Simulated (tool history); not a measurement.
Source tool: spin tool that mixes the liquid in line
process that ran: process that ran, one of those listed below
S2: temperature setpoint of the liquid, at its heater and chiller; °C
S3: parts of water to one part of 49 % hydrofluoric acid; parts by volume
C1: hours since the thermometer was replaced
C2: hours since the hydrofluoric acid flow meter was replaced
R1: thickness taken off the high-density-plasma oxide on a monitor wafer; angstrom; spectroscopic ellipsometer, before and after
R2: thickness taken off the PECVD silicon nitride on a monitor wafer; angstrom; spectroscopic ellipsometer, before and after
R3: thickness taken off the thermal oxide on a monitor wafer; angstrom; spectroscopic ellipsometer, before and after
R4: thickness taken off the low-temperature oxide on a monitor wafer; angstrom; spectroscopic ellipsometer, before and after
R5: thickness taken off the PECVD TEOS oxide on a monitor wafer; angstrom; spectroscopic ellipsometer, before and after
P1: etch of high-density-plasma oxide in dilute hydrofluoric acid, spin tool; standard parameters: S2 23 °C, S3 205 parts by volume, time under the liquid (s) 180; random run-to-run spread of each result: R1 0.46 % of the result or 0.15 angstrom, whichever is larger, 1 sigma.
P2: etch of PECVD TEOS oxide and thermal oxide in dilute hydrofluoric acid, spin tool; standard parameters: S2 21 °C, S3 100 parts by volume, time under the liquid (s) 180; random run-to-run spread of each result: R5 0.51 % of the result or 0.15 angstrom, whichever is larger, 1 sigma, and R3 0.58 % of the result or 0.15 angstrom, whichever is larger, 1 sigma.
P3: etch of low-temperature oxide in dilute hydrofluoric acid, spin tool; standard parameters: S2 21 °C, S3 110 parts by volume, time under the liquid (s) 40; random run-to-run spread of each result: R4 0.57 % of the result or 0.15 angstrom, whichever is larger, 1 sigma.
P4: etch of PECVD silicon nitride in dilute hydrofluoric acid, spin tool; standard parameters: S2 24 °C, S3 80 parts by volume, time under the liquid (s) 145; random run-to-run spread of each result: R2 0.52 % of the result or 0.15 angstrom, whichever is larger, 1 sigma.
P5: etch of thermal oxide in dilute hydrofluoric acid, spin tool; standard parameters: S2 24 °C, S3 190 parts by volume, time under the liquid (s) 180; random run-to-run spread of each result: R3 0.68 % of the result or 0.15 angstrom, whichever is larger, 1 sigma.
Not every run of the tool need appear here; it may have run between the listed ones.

Run 1, day 0.667: process that ran P1, S2 23 °C, S3 205 parts by volume, time under the liquid (s) 180; C1 836.3; C2 357.5. Result: R1 63.107 angstrom.
Run 2, day 1.275: process that ran P1, S2 23 °C, S3 205 parts by volume, time under the liquid (s) 180; C1 850.9; C2 372.1. Result: R1 63.078 angstrom.
Run 3, day 1.704: process that ran P4, S2 17 °C, S3 80 parts by volume, time under the liquid (s) 145; C1 861.2; C2 382.4. Result: R2 31.275 angstrom.
Run 4, day 2.075: process that ran P1, S2 28.5 °C, S3 205 parts by volume, time under the liquid (s) 180; C1 870.1; C2 391.3. Result: R1 76.539 angstrom.
Run 5, day 2.738: process that ran P5, S2 24 °C, S3 295 parts by volume, time under the liquid (s) 180; C1 886; C2 407.2. Result: R3 24.122 angstrom.
Run 6, day 3.425: process that ran P3, S2 21 °C, S3 110 parts by volume, time under the liquid (s) 15; C1 902.5; C2 423.7. Result: R4 29.369 angstrom.
Run 7, day 3.904: process that ran P1, S2 23 °C, S3 205 parts by volume, time under the liquid (s) 180; C1 914; C2 435.2. Result: R1 63.161 angstrom.
Run 8, day 4.217: process that ran P2, S2 17 °C, S3 100 parts by volume, time under the liquid (s) 180; C1 921.5; C2 442.7. Result: R3 65.898 angstrom, R5 113.86 angstrom.
Run 9, day 4.867: process that ran P2, S2 21 °C, S3 100 parts by volume, time under the liquid (s) 180; C1 937.1; C2 458.3. Result: R3 78.756 angstrom, R5 135.28 angstrom.
Run 10, day 5.208: process that ran P3, S2 28.5 °C, S3 110 parts by volume, time under the liquid (s) 40; C1 945.3; C2 466.5. Result: R4 105.66 angstrom.
Run 11, day 5.529: process that ran P1, S2 23 °C, S3 205 parts by volume, time under the liquid (s) 180; C1 953; C2 474.2. Result: R1 63.487 angstrom.
Run 12, day 6.112: process that ran P1, S2 23 °C, S3 205 parts by volume, time under the liquid (s) 180; C1 967; C2 488.2. Result: R1 63.774 angstrom.
Run 13, day 6.779: process that ran P1, S2 23 °C, S3 140 parts by volume, time under the liquid (s) 315; C1 983; C2 504.2. Result: R1 172.16 angstrom.
Run 14, day 7.175: process that ran P1, S2 23 °C, S3 320 parts by volume, time under the liquid (s) 180; C1 992.5; C2 513.7. Result: R1 36.257 angstrom.
Run 15, day 7.492: process that ran P5, S2 28 °C, S3 190 parts by volume, time under the liquid (s) 180; C1 1000.1; C2 521.3. Result: R3 48.01 angstrom.
Run 16, day 8.104: process that ran P5, S2 24 °C, S3 190 parts by volume, time under the liquid (s) 25; C1 1014.8; C2 536. Result: R3 5.8357 angstrom.
Run 17, day 8.542: process that ran P1, S2 23 °C, S3 205 parts by volume, time under the liquid (s) 295; C1 1025.3; C2 546.5. Result: R1 103.23 angstrom.
Run 18, day 8.867: process that ran P2, S2 21 °C, S3 100 parts by volume, time under the liquid (s) 180; C1 1033.1; C2 554.3. Result: R3 79.131 angstrom, R5 133.61 angstrom.
Run 19, day 9.221: process that ran P4, S2 24 °C, S3 80 parts by volume, time under the liquid (s) 215; C1 1041.6; C2 562.8. Result: R2 75.509 angstrom.
At day 9.5: hydrofluoric acid flow meter replaced.
Run 20, day 9.542: process that ran P5, S2 24 °C, S3 190 parts by volume, time under the liquid (s) 180; C1 1049.3; C2 1. Result: R3 41.554 angstrom.
Run 21, day 10.017: process that ran P4, S2 24 °C, S3 130 parts by volume, time under the liquid (s) 145; C1 1060.7; C2 12.4. Result: R2 31.568 angstrom.
Run 22, day 10.446: process that ran P2, S2 21 °C, S3 165 parts by volume, time under the liquid (s) 180; C1 1071; C2 22.7. Result: R3 44.32 angstrom, R5 75.781 angstrom.
Run 23, day 10.958: process that ran P3, S2 21 °C, S3 110 parts by volume, time under the liquid (s) 40; C1 1083.3; C2 35. Result: R4 78.53 angstrom.
Run 24, day 11.583: process that ran P1, S2 23 °C, S3 205 parts by volume, time under the liquid (s) 180; C1 1098.3; C2 50. Result: R1 63.483 angstrom.
Run 25, day 12.208: process that ran P1, S2 23 °C, S3 125 parts by volume, time under the liquid (s) 180; C1 1113.3; C2 65. Result: R1 113.88 angstrom.
Run 26, day 12.783: process that ran P4, S2 24 °C, S3 80 parts by volume, time under the liquid (s) 145; C1 1127.1; C2 78.8. Result: R2 50.942 angstrom.
Run 27, day 13.108: process that ran P1, S2 17 °C, S3 205 parts by volume, time under the liquid (s) 180; C1 1134.9; C2 86.6. Result: R1 49.912 angstrom.
Run 28, day 13.512: process that ran P1, S2 23 °C, S3 205 parts by volume, time under the liquid (s) 85; C1 1144.6; C2 96.3. Result: R1 29.696 angstrom.
Run 29, day 14.204: process that ran P2, S2 21 °C, S3 100 parts by volume, time under the liquid (s) 330; C1 1161.2; C2 112.9. Result: R3 143.91 angstrom, R5 247.29 angstrom.
Run 30, day 14.533: process that ran P3, S2 21 °C, S3 65 parts by volume, time under the liquid (s) 40; C1 1169.1; C2 120.8. Result: R4 140.2 angstrom.
Run 31, day 14.858: process that ran P1, S2 23 °C, S3 205 parts by volume, time under the liquid (s) 180; C1 1176.9; C2 128.6. Result: R1 63.375 angstrom.
Run 32, day 15.525: process that ran P1, S2 23 °C, S3 205 parts by volume, time under the liquid (s) 180; C1 1192.9; C2 144.6. Result: R1 65.495 angstrom.
Run 33, day 15.875: process that ran P1, S2 23 °C, S3 205 parts by volume, time under the liquid (s) 180; C1 1201.3; C2 153. Result: R1 65.306 angstrom.
Run 34, day 16.538: process that ran P1, S2 23 °C, S3 205 parts by volume, time under the liquid (s) 180; C1 1217.2; C2 168.9. Result: R1 65.518 angstrom.
Run 35, day 16.938: process that ran P1, S2 23 °C, S3 205 parts by volume, time under the liquid (s) 180; C1 1226.8; C2 178.5. Result: R1 66.656 angstrom.
Run 36, day 17.575: process that ran P1, S2 23 °C, S3 205 parts by volume, time under the liquid (s) 180; C1 1242.1; C2 193.8. Result: R1 66.251 angstrom.
Run 37, day 17.925: process that ran P1, S2 23 °C, S3 205 parts by volume, time under the liquid (s) 180; C1 1250.5; C2 202.2. Result: R1 66.422 angstrom.
Run 38, day 18.304: process that ran P1, S2 23 °C, S3 205 parts by volume, time under the liquid (s) 180; C1 1259.6; C2 211.3. Result: R1 66.057 angstrom.
Run 39, day 18.946: process that ran P1, S2 23 °C, S3 205 parts by volume, time under the liquid (s) 180; C1 1275; C2 226.7. Result: R1 67.073 angstrom.

P1 has crept away from where it was. The log is fitted equally well by each of these 2 causes, at the sizes shown:
A: hydrofluoric acid flow above the setpoint (%) = 4.43
B: liquid hotter than its thermometer reads (K) = 1.43
The process output started creeping at around day 14.858.

Each of the 4 check runs below uses one wafer; its results are left as question marks. Which run tells the causes apart?
Run check 1, day 19.588: process that ran P4, S2 24 °C, S3 80 parts by volume, time under the liquid (s) 145. Result: R2 ?.
Run check 2, day 19.588: process that ran P2, S2 21 °C, S3 100 parts by volume, time under the liquid (s) 180. Result: R3 ?, R5 ?.
Run check 3, day 19.588: process that ran P3, S2 21 °C, S3 110 parts by volume, time under the liquid (s) 40. Result: R4 ?.
Run check 4, day 19.588: process that ran P5, S2 24 °C, S3 190 parts by volume, time under the liquid (s) 180. Result: R3 ?.

How each check would come out, cause by cause:
  check  result    if A    if B
check 1      R2  53.025   55.85
check 2      R3  82.758  83.561
check 2      R5  141.87  143.24
check 3      R4  81.782  82.504
check 4      R3  43.878  43.906
Minimum pairwise separation of causes per check, each pair taken at its best-separating result: check 1 5.19 %; check 2 0.96 %; check 3 0.88 %; check 4 0.06 %
Check 1 tells the causes apart: in the others they would give nearly the same result.

Running check 1 produced the following: R2 55.831 angstrom. Which one of the listed causes fits?

The cause is B: liquid hotter than its thermometer reads (K).
